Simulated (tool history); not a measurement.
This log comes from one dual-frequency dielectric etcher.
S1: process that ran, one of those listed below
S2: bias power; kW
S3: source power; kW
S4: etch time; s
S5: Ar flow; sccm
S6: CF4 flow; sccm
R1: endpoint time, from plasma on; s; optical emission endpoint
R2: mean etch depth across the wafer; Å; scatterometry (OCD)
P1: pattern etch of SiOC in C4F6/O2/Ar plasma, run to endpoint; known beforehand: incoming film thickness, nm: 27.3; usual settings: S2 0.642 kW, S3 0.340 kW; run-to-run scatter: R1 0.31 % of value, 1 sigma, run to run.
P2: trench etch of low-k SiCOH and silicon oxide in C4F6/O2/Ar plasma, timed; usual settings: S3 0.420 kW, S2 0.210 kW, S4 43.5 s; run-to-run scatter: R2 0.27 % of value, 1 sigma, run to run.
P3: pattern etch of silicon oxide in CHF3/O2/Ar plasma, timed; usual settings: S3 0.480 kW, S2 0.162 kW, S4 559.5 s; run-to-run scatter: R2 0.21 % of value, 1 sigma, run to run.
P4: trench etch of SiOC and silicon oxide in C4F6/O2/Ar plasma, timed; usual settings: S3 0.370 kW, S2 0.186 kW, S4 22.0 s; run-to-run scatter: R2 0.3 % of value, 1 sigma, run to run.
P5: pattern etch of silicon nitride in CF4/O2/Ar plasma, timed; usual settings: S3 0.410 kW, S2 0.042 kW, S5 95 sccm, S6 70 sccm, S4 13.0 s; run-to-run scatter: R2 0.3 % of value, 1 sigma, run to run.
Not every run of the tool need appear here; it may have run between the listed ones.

run 1 hour=17.6 | S1=P1 S2=0.642 S3=0.340 | R1=9.1275
run 2 hour=30.9 | S1=P4 S2=0.186 S3=0.370 S4=12.0 | R2=232.66
run 3 hour=40.2 | S1=P5 S2=0.042 S3=0.410 S4=13.0 S5=95 S6=70 | R2=186.31
run 4 hour=52.0 | S1=P2 S2=0.210 S3=0.420 S4=43.5 | R2=1473.00
run 5 hour=60.3 | S1=P3 S2=0.162 S3=0.480 S4=559.5 | R2=9993.80
run 6 hour=79.3 | S1=P4 S2=0.236 S3=0.370 S4=22.0 | R2=462.81
run 7 hour=92.8 | S1=P1 S2=0.507 S3=0.340 | R1=9.9161
run 8 hour=111.6 | S1=P1 S2=0.752 S3=0.420 | R1=7.9188
run 9 hour=122.7 | S1=P2 S2=0.210 S3=0.420 S4=43.5 | R2=1472.80
run 10 hour=134.6 | S1=P3 S2=0.162 S3=0.480 S4=559.5 | R2=10006.00
run 11 hour=153.0 | S1=P5 S2=0.042 S3=0.310 S4=13.0 S5=95 S6=70 | R2=146.20
run 12 hour=168.0 | S1=P2 S2=0.261 S3=0.420 S4=43.5 | R2=1585.10
run 13 hour=185.8 | S1=P1 S2=0.642 S3=0.410 | R1=8.5067
run 14 hour=200.3 | S1=P1 S2=0.450 S3=0.230 | R1=11.9690
run 15 hour=213.5 | S1=P5 S2=0.032 S3=0.410 S4=13.0 S5=95 S6=70 | R2=168.37
run 16 hour=221.8 | S1=P1 S2=0.642 S3=0.270 | R1=9.8406
run 17 hour=235.4 | S1=P1 S2=0.642 S3=0.340 | R1=9.0844
run 18 hour=254.1 | S1=P5 S2=0.042 S3=0.410 S4=9.0 S5=95 S6=70 | R2=128.59
run 19 hour=266.9 | S1=P5 S2=0.042 S3=0.410 S4=13.0 S5=95 S6=96 | R2=193.89
run 20 hour=275.6 | S1=P3 S2=0.162 S3=0.480 S4=816.5 | R2=14565.00
run 21 hour=290.3 | S1=P5 S2=0.042 S3=0.410 S4=13.0 S5=95 S6=70 | R2=186.80
run 22 hour=307.5 | S1=P4 S2=0.186 S3=0.240 S4=22.0 | R2=361.36
run 23 hour=324.8 | S1=P3 S2=0.126 S3=0.480 S4=559.5 | R2=9220.10
run 24 hour=333.6 | S1=P3 S2=0.162 S3=0.370 S4=559.5 | R2=9054.80
run 25 hour=351.4 | S1=P4 S2=0.186 S3=0.370 S4=22.0 | R2=426.15
run 26 hour=363.0 | S1=P5 S2=0.042 S3=0.410 S4=13.0 S5=64 S6=70 | R2=196.41
run 27 hour=378.1 | S1=P1 S2=0.768 S3=0.340 | R1=8.4165
run 28 hour=387.1 | S1=P1 S2=0.539 S3=0.270 | R1=10.5510
run 29 hour=400.3 | S1=P1 S2=0.642 S3=0.340 | R1=9.0775
run 30 hour=414.7 | S1=P1 S2=0.642 S3=0.340 | R1=9.1072
run 31 hour=428.4 | S1=P2 S2=0.210 S3=0.580 S4=43.5 | R2=1663.30
run 32 hour=445.0 | S1=P2 S2=0.210 S3=0.420 S4=59.0 | R2=1994.30
run 33 hour=461.9 | S1=P1 S2=0.642 S3=0.340 | R1=9.0594
run 34 hour=471.3 | S1=P1 S2=0.642 S3=0.340 | R1=9.1148
run 35 hour=490.0 | S1=P1 S2=0.642 S3=0.340 | R1=9.1054
run 36 hour=500.1 | S1=P1 S2=0.642 S3=0.340 | R1=9.2206
run 37 hour=516.8 | S1=P1 S2=0.642 S3=0.340 | R1=9.1477
-- hour=532.8 wet clean of the chamber
run 38 hour=533.6 | S1=P1 S2=0.642 S3=0.340 | R1=9.2317
run 39 hour=543.3 | S1=P1 S2=0.642 S3=0.340 | R1=9.2243
run 40 hour=557.0 | S1=P1 S2=0.642 S3=0.340 | R1=9.2236
run 41 hour=569.9 | S1=P1 S2=0.642 S3=0.340 | R1=9.2051
run 42 hour=586.9 | S1=P1 S2=0.642 S3=0.340 | R1=9.2067
run 43 hour=599.8 | S1=P1 S2=0.642 S3=0.340 | R1=9.1894
run 44 hour=613.0 | S1=P1 S2=0.642 S3=0.340 | R1=9.2380

The log shows P1 creeping away from where it was. Any of the 2 causes listed here, at the size stated for it, fits the log just as well as the others:
A: source power that arrives under what is set, % = 4.22
B: bias power that arrives under what is set, % = 3.96
At approximately hour 461.9, the process output began to creep.
Each remaining cause and why it is not a fit:
chamber walls in a state that lowers the etch rate, %: serviced at hour 532.8, after the drift had started, without restoring the earlier output

The check runs listed below each take one wafer, and their results are still question marks. Under which run would the listed causes lead to clearly different results?
run check 1 hour=626.2 | S1=P3 S2=0.162 S3=0.480 S4=559.5 | R2=?
run check 2 hour=626.2 | S1=P2 S2=0.210 S3=0.420 S4=43.5 | R2=?
run check 3 hour=626.2 | S1=P5 S2=0.042 S3=0.410 S4=13.0 S5=95 S6=70 | R2=?
run check 4 hour=626.2 | S1=P4 S2=0.186 S3=0.370 S4=22.0 | R2=?

How each check would come out, cause by cause:
check=check_1 result=R2 if_A=9846.20 if_B=9876.30
check=check_2 result=R2 if_A=1449.30 if_B=1454.40
check=check_3 result=R2 if_A=179.36 if_B=183.37
check=check_4 result=R2 if_A=419.72 if_B=421.33
Smallest distance between any two causes, each pair judged by its most separating result, in per cent: check 1 0.31 %; check 2 0.36 %; check 3 2.21 %; check 4 0.38 %
Only check 3 tells the causes apart: in the others they would give nearly the same result.

Here is what check 3 returned: R2 183.00 Å. Which cause is it?

The correct cause is B, namely: bias power that arrives under what is set, %.
